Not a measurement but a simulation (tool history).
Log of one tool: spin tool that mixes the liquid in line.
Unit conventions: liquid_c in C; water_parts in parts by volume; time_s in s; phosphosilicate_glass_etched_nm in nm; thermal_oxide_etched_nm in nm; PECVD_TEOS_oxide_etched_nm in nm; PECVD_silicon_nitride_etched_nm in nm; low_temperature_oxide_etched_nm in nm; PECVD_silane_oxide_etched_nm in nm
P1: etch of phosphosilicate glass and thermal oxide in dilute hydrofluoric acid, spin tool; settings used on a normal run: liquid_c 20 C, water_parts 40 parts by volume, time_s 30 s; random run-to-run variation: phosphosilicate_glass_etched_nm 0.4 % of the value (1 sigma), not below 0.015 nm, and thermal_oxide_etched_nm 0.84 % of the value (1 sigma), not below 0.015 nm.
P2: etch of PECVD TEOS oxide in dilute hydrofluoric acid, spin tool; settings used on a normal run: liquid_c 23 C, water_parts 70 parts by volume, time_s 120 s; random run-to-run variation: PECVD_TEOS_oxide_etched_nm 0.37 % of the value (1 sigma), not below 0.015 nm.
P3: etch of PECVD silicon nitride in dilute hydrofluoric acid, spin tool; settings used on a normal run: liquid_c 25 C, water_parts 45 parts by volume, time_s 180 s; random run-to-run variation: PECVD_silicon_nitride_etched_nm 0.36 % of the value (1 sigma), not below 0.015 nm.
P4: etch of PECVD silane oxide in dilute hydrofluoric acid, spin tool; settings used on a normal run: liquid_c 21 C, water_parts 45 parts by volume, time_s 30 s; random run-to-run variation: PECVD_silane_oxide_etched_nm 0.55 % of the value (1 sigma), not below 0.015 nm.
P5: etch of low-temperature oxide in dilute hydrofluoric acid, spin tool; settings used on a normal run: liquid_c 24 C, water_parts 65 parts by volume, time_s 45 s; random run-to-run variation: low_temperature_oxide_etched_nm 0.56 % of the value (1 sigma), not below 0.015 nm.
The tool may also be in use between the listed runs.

run   hour  process  liquid_c  water_parts  time_s  hours since the thermometer was replaced  hours since the hydrofluoric acid flow meter was replaced  phosphosilicate_glass_etched_nm  thermal_oxide_etched_nm  PECVD_TEOS_oxide_etched_nm  PECVD_silicon_nitride_etched_nm  low_temperature_oxide_etched_nm  PECVD_silane_oxide_etched_nm
  1    5.3       P1        20           40      30                                     149.7                                                      370.2                           43.907                   3.2854
  2    9.8       P2        23           70     120                                     154.2                                                      374.7                                                                                34.289
  3   15.8       P1        20           40      30                                     160.2                                                      380.7                           43.978                   3.2062
  4   21.1       P1        17           40      30                                     165.5                                                        386                           38.812                    2.843
  5   26.4       P3        25           65     180                                     170.8                                                      391.3                                                                                                                 13.598
      26.9  -- hydrofluoric acid flow meter replaced
  6     32       P2        17           70     120                                     176.4                                                        5.2                                                                                26.811
  7     35       P1        20           25      30                                     179.4                                                        8.2                           71.712                    5.351
  8   40.3       P2        23           70     170                                     184.7                                                       13.5                                                                                48.546
  9   46.7       P1      23.5           40      15                                     191.1                                                       19.9                           25.464                   1.9187
 10   50.6       P1        20           65      30                                       195                                                       23.8                           26.161                   1.9753
 11   53.7       P1        20           40      30                                     198.1                                                       26.9                           44.158                   3.3051
 12   56.9       P1        20           40      30                                     201.3                                                       30.1                           44.265                   3.2882
 13   61.6       P1      25.5           40      15                                       206                                                       34.8                           28.015                   2.0558
 14   64.8       P2        23           25     120                                     209.2                                                         38                                                                                102.05
      69.9  -- thermometer replaced
 15     71       P3        30           45     180                                       1.2                                                       44.2                                                                                                                 26.978
 16     75       P5        29           65      45                                       5.2                                                       48.2                                                                                                                                                  14.448
 17     80       P1        27           40      30                                      10.2                                                       53.2                           59.229                   4.3698
 18   83.2       P1        20           40      15                                      13.4                                                       56.4                           22.001                   1.6952
 19   88.8       P1        20           40      45                                        19                                                         62                           66.654                   4.8613
 20   91.7       P5        24           20      45                                      21.9                                                       64.9                                                                                                                                                  40.734
 21   98.1       P2        23           70     120                                      28.3                                                       71.3                                                                                34.402
 22  101.4       P1        20           40      30                                      31.6                                                       74.6                            44.17                   3.3285
 23  106.7       P1        20           40      30                                      36.9                                                       79.9                           44.292                   3.3014
 24  111.5       P5        24           65      45                                      41.7                                                       84.7                                                                                                                                                  11.779
 25  116.2       P4        21           45      30                                      46.4                                                       89.4                                                                                                                                                                                24.211
 26  122.3       P4        17           45      30                                      52.5                                                       95.5                                                                                                                                                                                20.442
 27  127.4       P4        21           45      45                                      57.6                                                      100.6                                                                                                                                                                                 36.07
 28  132.2       P3        25           45      55                                      62.4                                                      105.4                                                                                                                 5.9339
 29  135.9       P4        21           25      30                                      66.1                                                      109.1                                                                                                                                                                                44.409
 30  141.7       P3        25           45     180                                      71.9                                                      114.9                                                                                                                 19.422
 31  144.7       P3        25           45     180                                      74.9                                                      117.9                                                                                                                  19.41
 32  148.5       P5        24           65      15                                      78.7                                                      121.7                                                                                                                                                  3.9503
 33    153       P1        20           40      30                                      83.2                                                      126.2                            43.69                   3.2912
 34  159.4       P1        20           40      30                                      89.6                                                      132.6                           42.283                   3.1493
 35  165.7       P1        20           40      30                                      95.9                                                      138.9                            41.16                   3.0869
 36  169.1       P1        20           40      30                                      99.3                                                      142.3                           41.083                   3.0668
 37  171.8       P1        20           40      30                                       102                                                        145                           40.822                    2.998
 38  176.4       P1        20           40      30                                     106.6                                                      149.6                           40.372                   3.0243
 39  180.1       P1        20           40      30                                     110.3                                                      153.3                           40.154                   2.9822
 40    185       P1        20           40      30                                     115.2                                                      158.2                            40.16                   2.9574
 41  189.5       P1        20           40      30                                     119.7                                                      162.7                           39.961                   3.0258
 42  194.9       P1        20           40      30                                     125.1                                                      168.1                           39.751                   2.9702
 43  199.8       P1        20           40      30                                       130                                                        173                           39.733                   3.0291

What P1 gives has crept away from where it was. These 2 causes fit the log equally well, each at the size given:
A: liquid colder than its thermometer reads (K) = 2.37
B: hydrofluoric acid flow below the setpoint (%) = 9.25
The creep began at about hour 153.

Each of the 4 check runs below uses one wafer; its results are left as question marks. Which run tells the causes apart?
check 1  204.7       P5        24           65      45                                                                                                                                                                                                                                                            ?
check 2  204.7       P3        25           45     180                                                                                                                                                                                                                           ?
check 3  204.7       P4        21           45      30                                                                                                                                                                                                                                                                                          ?
check 4  204.7       P2        23           70     120                                                                                                                                                                                          ?

Expected result of each check under each candidate cause:
  check                           result    if A    if B
check 1  low_temperature_oxide_etched_nm  10.761  10.672
check 2  PECVD_silicon_nitride_etched_nm  16.528  17.644
check 3     PECVD_silane_oxide_etched_nm  21.785   21.75
check 4       PECVD_TEOS_oxide_etched_nm  31.216  30.964
How far apart the two closest causes lie, in the result that separates them most: check 1 0.83 %; check 2 6.53 %; check 3 0.16 %; check 4 0.81 %
Only in check 2 would the causes give clearly different results; in the remaining checks their results would be nearly the same.

With check 2 done, the readings were: PECVD_silicon_nitride_etched_nm 17.667 nm. Identify which of the listed causes applies.

It was cause B: hydrofluoric acid flow below the setpoint (%).

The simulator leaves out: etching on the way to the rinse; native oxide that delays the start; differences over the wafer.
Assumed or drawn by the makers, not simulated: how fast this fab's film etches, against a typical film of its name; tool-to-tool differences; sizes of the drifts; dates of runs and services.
